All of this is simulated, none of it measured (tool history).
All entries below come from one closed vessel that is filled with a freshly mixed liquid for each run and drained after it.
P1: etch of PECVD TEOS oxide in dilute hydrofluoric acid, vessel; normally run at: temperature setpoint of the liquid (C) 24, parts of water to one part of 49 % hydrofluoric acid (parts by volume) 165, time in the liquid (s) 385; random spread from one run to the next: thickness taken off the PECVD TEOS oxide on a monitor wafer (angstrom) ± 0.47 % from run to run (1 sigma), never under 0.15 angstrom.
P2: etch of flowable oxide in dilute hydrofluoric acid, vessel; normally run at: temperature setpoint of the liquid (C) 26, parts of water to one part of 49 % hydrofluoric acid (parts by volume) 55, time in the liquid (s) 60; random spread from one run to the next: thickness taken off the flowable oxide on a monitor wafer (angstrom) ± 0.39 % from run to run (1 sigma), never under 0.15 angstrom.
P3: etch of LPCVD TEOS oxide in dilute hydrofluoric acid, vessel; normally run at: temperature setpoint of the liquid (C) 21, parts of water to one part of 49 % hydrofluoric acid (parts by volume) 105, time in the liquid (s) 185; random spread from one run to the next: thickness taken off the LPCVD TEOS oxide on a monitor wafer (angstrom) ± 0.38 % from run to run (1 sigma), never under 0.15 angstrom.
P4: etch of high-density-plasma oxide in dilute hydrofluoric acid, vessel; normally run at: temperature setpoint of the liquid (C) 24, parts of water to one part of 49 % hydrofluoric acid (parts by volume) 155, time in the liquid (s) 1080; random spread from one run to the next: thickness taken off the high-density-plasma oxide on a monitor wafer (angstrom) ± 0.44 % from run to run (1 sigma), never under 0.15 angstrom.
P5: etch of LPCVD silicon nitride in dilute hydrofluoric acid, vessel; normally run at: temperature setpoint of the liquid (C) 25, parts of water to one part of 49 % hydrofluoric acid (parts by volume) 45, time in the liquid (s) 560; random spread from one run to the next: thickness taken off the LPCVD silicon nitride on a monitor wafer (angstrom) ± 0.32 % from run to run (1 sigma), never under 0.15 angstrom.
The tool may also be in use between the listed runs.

run	day	process that ran	temperature setpoint of the liquid (C)	parts of water to one part of 49 % hydrofluoric acid (parts by volume)	time in the liquid (s)	hours since the thermometer was replaced	hours since the hydrofluoric acid flow meter was replaced	thickness taken off the PECVD TEOS oxide on a monitor wafer (angstrom)	thickness taken off the LPCVD silicon nitride on a monitor wafer (angstrom)	thickness taken off the flowable oxide on a monitor wafer (angstrom)	thickness taken off the high-density-plasma oxide on a monitor wafer (angstrom)	thickness taken off the LPCVD TEOS oxide on a monitor wafer (angstrom)
1	0.254	P1	24	165	385	1980.6	841.1	267.79				
2	0.462	P5	25	45	1075	1985.6	846.1		128.07			
3	0.683	P2	26	80	60	1990.9	851.4			471.76		
4	0.825	P4	24	155	565	1994.3	854.8				283.34	
5	1.017	P3	17	105	185	1998.9	859.4					382.44
6	1.175	P5	18.5	45	560	2002.7	863.2		42.831			
7	1.45	P3	21	105	185	2009.3	869.8					451.02
8	1.629	P1	19	165	385	2013.6	874.1	222.22				
9	1.921	P2	26	55	60	2020.6	881.1			706.32		
10	2.158	P4	32	155	1080	2026.3	886.8				730.95	
11	2.308	P5	25	45	560	2029.9	890.4		66.599			
12	2.45	P2	26	55	60	2033.3	893.8			704.76		
13	2.7	P3	21	35	185	2039.3	899.8					1478.1
14	2.908	P1	24	165	385	2044.3	904.8	268.43				
15	3.208	P1	24	165	385	2051.5	912	269.14				
16	3.358	P1	32	165	385	2055.1	915.6	358.94				
17	3.492	P3	21	105	270	2058.3	918.8					662.74
18	3.788	P4	24	55	1080	2065.4	925.9				1730.4	
19	3.967	P1	24	165	580	2069.7	930.2	404.62				
20	4.133	P1	24	50	385	2073.7	934.2	1024.8				
21	4.283	P2	26	55	115	2077.3	937.8			1364.3		
22	4.517	P1	24	165	385	2082.9	943.4	269.37				
23	4.675	P2	30	55	60	2086.7	947.2			823.47		
24	4.9	P4	24	155	1080	2092.1	952.6				539.93	
25	5.058	P1	24	165	30	2095.9	956.4	20.796				
26	5.25	P5	25	60	560	2100.5	961		49.977			
27	5.504	P4	24	155	1080	2106.6	967.1				548.97	
28	5.683	P1	30.5	280	385	2110.9	971.4	175.33				
29	5.904	P1	24	230	385	2116.2	976.7	180.37				
30	6.167	P5	25	45	560	2122.5	983		66.74			
31	6.421	P1	24	165	385	2128.6	989.1	269.99				
32	6.688	P1	24	165	385	2135	995.5	277.29				
33	6.933	P1	24	165	385	2140.9	1001.4	276.97				
34	7.112	P1	24	165	385	2145.2	1005.7	281.1				
35	7.412	P1	24	165	385	2152.4	1012.9	280.19				
36	7.675	P1	24	165	385	2158.7	1019.2	281.37				
37	7.892	P1	24	165	385	2163.9	1024.4	285.42				
38	8.179	P1	24	165	385	2170.8	1031.3	286.55				
39	8.383	P1	24	165	385	2175.7	1036.2	285.73				
40	8.525	P1	24	165	385	2179.1	1039.6	284.27				
41	8.679	P1	24	165	385	2182.8	1043.3	285.44				

P1 has crept away from where it was. The log is fitted equally well by each of these 2 causes, at the sizes shown:
A: liquid hotter than its thermometer reads (K) = 1.55
B: hydrofluoric acid flow above the setpoint (%) = 5.03
The drift started at roughly day 6.421.

Consider the 4 single-wafer check runs listed below, results given as question marks: which one distinguishes between the causes by giving clearly different results for each?
check 1	8.833	P3	21	105	185							?
check 2	8.833	P5	25	45	560				?			
check 3	8.833	P2	26	55	60					?		
check 4	8.833	P4	24	155	1080						?	

If the cause were each of the candidates in turn, the checks would give the following:
check	result	if A	if B
check 1	thickness taken off the LPCVD TEOS oxide on a monitor wafer (angstrom)	481.37	477.72
check 2	thickness taken off the LPCVD silicon nitride on a monitor wafer (angstrom)	73.931	69.951
check 3	thickness taken off the flowable oxide on a monitor wafer (angstrom)	752.69	745.59
check 4	thickness taken off the high-density-plasma oxide on a monitor wafer (angstrom)	578.19	577.58
Distance between the nearest two causes, measured in the result of the check that separates them most: check 1 0.76 %; check 2 5.53 %; check 3 0.95 %; check 4 0.11 %
The other checks would show nearly matching results whichever cause is true, so check 2 is the only one that separates the causes.

Here is what check 2 returned: thickness taken off the LPCVD silicon nitride on a monitor wafer (angstrom) 69.998. Which cause is it?

It is B: hydrofluoric acid flow above the setpoint (%).
